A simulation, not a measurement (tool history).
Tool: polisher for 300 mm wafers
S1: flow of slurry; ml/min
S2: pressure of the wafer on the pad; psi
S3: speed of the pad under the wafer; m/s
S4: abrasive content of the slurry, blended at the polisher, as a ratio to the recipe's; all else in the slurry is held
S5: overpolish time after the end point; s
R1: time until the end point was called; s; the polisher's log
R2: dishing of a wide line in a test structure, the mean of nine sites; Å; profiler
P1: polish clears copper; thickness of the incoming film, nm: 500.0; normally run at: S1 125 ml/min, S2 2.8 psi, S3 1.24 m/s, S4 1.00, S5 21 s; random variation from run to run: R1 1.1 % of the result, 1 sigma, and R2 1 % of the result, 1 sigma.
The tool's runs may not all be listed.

run	hour	S1	S2	S3	S4	S5	R1	R2
1	6.8	125	2.8	1.24	1.00	21	126.580	421.91
2	13.0	125	1.3	1.24	1.00	21	273.440	239.36
3	18.4	125	2.8	1.24	1.00	21	124.370	431.11
4	21.7	125	2.8	1.24	1.00	40	124.320	582.69
5	29.1	75	2.8	1.24	1.00	21	139.850	388.48
6	33.3	125	3.6	1.24	1.00	21	95.971	503.68
7	37.5	125	2.8	1.24	1.00	21	125.600	434.32
8	44.0	125	2.8	1.90	1.00	21	81.152	538.59
9	49.5	125	2.8	1.24	1.00	10	125.730	254.48
10	56.3	125	2.8	1.24	1.00	21	123.970	426.06
11	62.4	125	2.8	0.62	1.00	21	251.680	263.26
12	65.7	125	2.8	1.24	1.00	21	125.780	428.63
13	71.0	125	4.3	1.24	1.00	40	81.771	688.79
14	75.6	125	2.8	1.24	0.65	21	137.940	405.47
15	82.9	190	2.8	1.24	1.00	21	115.180	438.39
16	89.1	125	2.8	1.24	1.35	21	118.210	439.80
17	93.7	125	2.8	1.24	1.00	21	123.510	423.55
18	99.8	125	2.8	1.24	1.00	21	130.880	411.94
19	104.6	125	2.8	1.24	1.00	21	132.520	414.65
20	110.6	125	2.8	1.24	1.00	21	135.520	407.85
21	117.4	125	2.8	1.24	1.00	21	139.920	401.05
# hour 119.7: head pressure recalibrated
# hour 122.9: slurry blender recalibrated
22	123.5	125	2.8	1.24	1.00	21	138.060	402.32

The next listed run, before its measurement:
23	127.4	125	2.8	1.24	1.00	21	?	?

{"run 23": {"R1": 138.94, "R2": 398.92}}
